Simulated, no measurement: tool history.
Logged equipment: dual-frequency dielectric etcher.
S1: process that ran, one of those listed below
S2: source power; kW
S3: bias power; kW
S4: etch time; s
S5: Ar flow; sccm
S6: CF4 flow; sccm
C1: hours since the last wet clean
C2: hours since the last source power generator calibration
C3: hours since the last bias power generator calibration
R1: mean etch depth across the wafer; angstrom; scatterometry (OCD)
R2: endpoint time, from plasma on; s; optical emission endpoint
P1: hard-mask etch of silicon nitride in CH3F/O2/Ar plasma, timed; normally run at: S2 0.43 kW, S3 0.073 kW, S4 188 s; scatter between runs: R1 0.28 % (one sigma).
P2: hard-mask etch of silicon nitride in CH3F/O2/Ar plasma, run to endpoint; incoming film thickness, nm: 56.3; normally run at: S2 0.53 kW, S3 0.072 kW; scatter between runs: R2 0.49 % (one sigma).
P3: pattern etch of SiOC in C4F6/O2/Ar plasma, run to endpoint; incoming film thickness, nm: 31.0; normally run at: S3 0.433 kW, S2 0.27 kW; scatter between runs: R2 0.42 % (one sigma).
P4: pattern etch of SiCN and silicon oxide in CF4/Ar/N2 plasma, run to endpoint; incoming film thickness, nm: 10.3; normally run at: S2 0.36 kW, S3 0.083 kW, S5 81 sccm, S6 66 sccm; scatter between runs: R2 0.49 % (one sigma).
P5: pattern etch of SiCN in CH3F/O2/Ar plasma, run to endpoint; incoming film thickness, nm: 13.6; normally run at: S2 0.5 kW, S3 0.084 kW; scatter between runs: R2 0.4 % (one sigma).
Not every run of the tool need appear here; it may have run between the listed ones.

run 1 hour=13 | S1=P1 S2=0.43 S3=0.073 S4=188 | C1=140.3 C2=1332.7 C3=1070.8 | R1=1334.8
run 2 hour=26.2 | S1=P5 S2=0.5 S3=0.084 | C1=153.5 C2=1345.9 C3=1084 | R2=32.137
run 3 hour=35 | S1=P1 S2=0.43 S3=0.073 S4=229.5 | C1=162.3 C2=1354.7 C3=1092.8 | R1=1623.2
run 4 hour=43 | S1=P1 S2=0.43 S3=0.073 S4=188 | C1=170.3 C2=1362.7 C3=1100.8 | R1=1333.8
run 5 hour=59.1 | S1=P2 S2=0.53 S3=0.049 | C1=186.4 C2=1378.8 C3=1116.9 | R2=83.074
run 6 hour=68.8 | S1=P1 S2=0.43 S3=0.073 S4=188 | C1=196.1 C2=1388.5 C3=1126.6 | R1=1333.3
run 7 hour=81.2 | S1=P1 S2=0.43 S3=0.052 S4=188 | C1=208.5 C2=1400.9 C3=1139 | R1=1193.5
run 8 hour=89.7 | S1=P5 S2=0.5 S3=0.115 | C1=217 C2=1409.4 C3=1147.5 | R2=28.566
run 9 hour=105.1 | S1=P1 S2=0.53 S3=0.073 S4=188 | C1=232.4 C2=1424.8 C3=1162.9 | R1=1442.9
run 10 hour=116.4 | S1=P4 S2=0.44 S3=0.083 S5=81 S6=66 | C1=243.7 C2=1436.1 C3=1174.2 | R2=10.866
run 11 hour=128.4 | S1=P3 S2=0.27 S3=0.433 | C1=255.7 C2=1448.1 C3=1186.2 | R2=13.084
run 12 hour=142 | S1=P1 S2=0.25 S3=0.073 S4=188 | C1=269.3 C2=1461.7 C3=1199.8 | R1=1084.6
run 13 hour=151.9 | S1=P1 S2=0.43 S3=0.073 S4=188 | C1=279.2 C2=1471.6 C3=1209.7 | R1=1335.8
run 14 hour=160.9 | S1=P1 S2=0.3 S3=0.095 S4=188 | C1=288.2 C2=1480.6 C3=1218.7 | R1=1274.2
run 15 hour=176.1 | S1=P4 S2=0.36 S3=0.083 S5=96 S6=66 | C1=303.4 C2=1495.8 C3=1233.9 | R2=13.268
run 16 hour=189.4 | S1=P4 S2=0.36 S3=0.083 S5=81 S6=66 | C1=316.7 C2=1509.1 C3=1247.2 | R2=12.971
run 17 hour=200 | S1=P5 S2=0.5 S3=0.084 | C1=327.3 C2=1519.7 C3=1257.8 | R2=32.132
run 18 hour=211.6 | S1=P4 S2=0.36 S3=0.083 S5=81 S6=66 | C1=338.9 C2=1531.3 C3=1269.4 | R2=13.043
run 19 hour=226.8 | S1=P1 S2=0.43 S3=0.073 S4=188 | C1=354.1 C2=1546.5 C3=1284.6 | R1=1332.5
run 20 hour=236.6 | S1=P1 S2=0.43 S3=0.09 S4=188 | C1=363.9 C2=1556.3 C3=1294.4 | R1=1435.4
run 21 hour=251.4 | S1=P3 S2=0.27 S3=0.523 | C1=378.7 C2=1571.1 C3=1309.2 | R2=12.014
run 22 hour=264 | S1=P2 S2=0.53 S3=0.072 | C1=391.3 C2=1583.7 C3=1321.8 | R2=74.023
run 23 hour=274.7 | S1=P1 S2=0.43 S3=0.073 S4=133 | C1=402 C2=1594.4 C3=1332.5 | R1=944.57
run 24 hour=284.8 | S1=P5 S2=0.32 S3=0.084 | C1=412.1 C2=1604.5 C3=1342.6 | R2=38.036
run 25 hour=299.4 | S1=P3 S2=0.27 S3=0.433 | C1=426.7 C2=1619.1 C3=1357.2 | R2=13.049
run 26 hour=307.7 | S1=P2 S2=0.53 S3=0.072 | C1=435 C2=1627.4 C3=1365.5 | R2=73.851
run 27 hour=318.2 | S1=P3 S2=0.36 S3=0.433 | C1=445.5 C2=1637.9 C3=1376 | R2=11.713
run 28 hour=333.2 | S1=P1 S2=0.43 S3=0.073 S4=188 | C1=460.5 C2=1652.9 C3=1391 | R1=1333
run 29 hour=340.6 | S1=P4 S2=0.36 S3=0.108 S5=81 S6=66 | C1=467.9 C2=1660.3 C3=1398.4 | R2=11.857
run 30 hour=350.9 | S1=P4 S2=0.36 S3=0.083 S5=81 S6=94 | C1=478.2 C2=1670.6 C3=1408.7 | R2=12.428
run 31 hour=365.7 | S1=P2 S2=0.68 S3=0.072 | C1=493 C2=1685.4 C3=1423.5 | R2=67.435
run 32 hour=374.4 | S1=P1 S2=0.43 S3=0.073 S4=188 | C1=501.7 C2=1694.1 C3=1432.2 | R1=1326.8
run 33 hour=387.8 | S1=P1 S2=0.43 S3=0.073 S4=188 | C1=515.1 C2=1707.5 C3=1445.6 | R1=1330.6
run 34 hour=401 | S1=P1 S2=0.43 S3=0.073 S4=188 | C1=528.3 C2=1720.7 C3=1458.8 | R1=1321.1
run 35 hour=410.1 | S1=P1 S2=0.43 S3=0.073 S4=188 | C1=537.4 C2=1729.8 C3=1467.9 | R1=1314
-- hour=414.7 wet clean of the chamber
run 36 hour=419.2 | S1=P1 S2=0.43 S3=0.073 S4=188 | C1=4.5 C2=1738.9 C3=1477 | R1=1322.7
run 37 hour=427.3 | S1=P1 S2=0.43 S3=0.073 S4=188 | C1=12.6 C2=1747 C3=1485.1 | R1=1316.2
run 38 hour=441.2 | S1=P1 S2=0.43 S3=0.073 S4=188 | C1=26.5 C2=1760.9 C3=1499 | R1=1306.3
run 39 hour=449.8 | S1=P1 S2=0.43 S3=0.073 S4=188 | C1=35.1 C2=1769.5 C3=1507.6 | R1=1311.8
run 40 hour=458.3 | S1=P1 S2=0.43 S3=0.073 S4=188 | C1=43.6 C2=1778 C3=1516.1 | R1=1319

What P1 gives has crept off from where it sat before. The 2 causes that follow fit the log equally well, each at the size noted:
A: source power that arrives under what is set, % = 3.8
B: bias power that arrives under what is set, % = 4.22
Onset of the creep was near hour 387.8.
Excluded causes, each with its reason:
chamber walls in a state that lowers the etch rate, %: serviced at hour 414.7, after the drift had started, without restoring the earlier output

Below are 4 check runs, each averaged over 3 wafers, with their results shown as question marks. Which of them would give clearly different results depending on which cause is behind the drift?
run check 1 hour=466.8 | S1=P3 S2=0.35 S3=0.433 | R2=?
run check 2 hour=466.8 | S1=P2 S2=0.65 S3=0.059 | R2=?
run check 3 hour=466.8 | S1=P4 S2=0.36 S3=0.083 S5=81 S6=92 | R2=?
run check 4 hour=466.8 | S1=P5 S2=0.32 S3=0.104 | R2=?

Outcome of each check run for each possible cause:
check=check_1 result=R2 if_A=12.005 if_B=12.023
check=check_2 result=R2 if_A=73.885 if_B=73.761
check=check_3 result=R2 if_A=12.923 if_B=12.667
check=check_4 result=R2 if_A=35.466 if_B=35.549
How far apart the two closest causes lie, in the result that separates them most: check 1 0.15 %; check 2 0.17 %; check 3 2 %; check 4 0.23 %
Check 3 distinguishes between the causes, while the remaining checks would return nearly the same result for all of them.

Check 3 was carried out, with these results: R2 12.858 s. Which of the listed causes is responsible?

Of the candidate causes, it is A: source power that arrives under what is set, %.
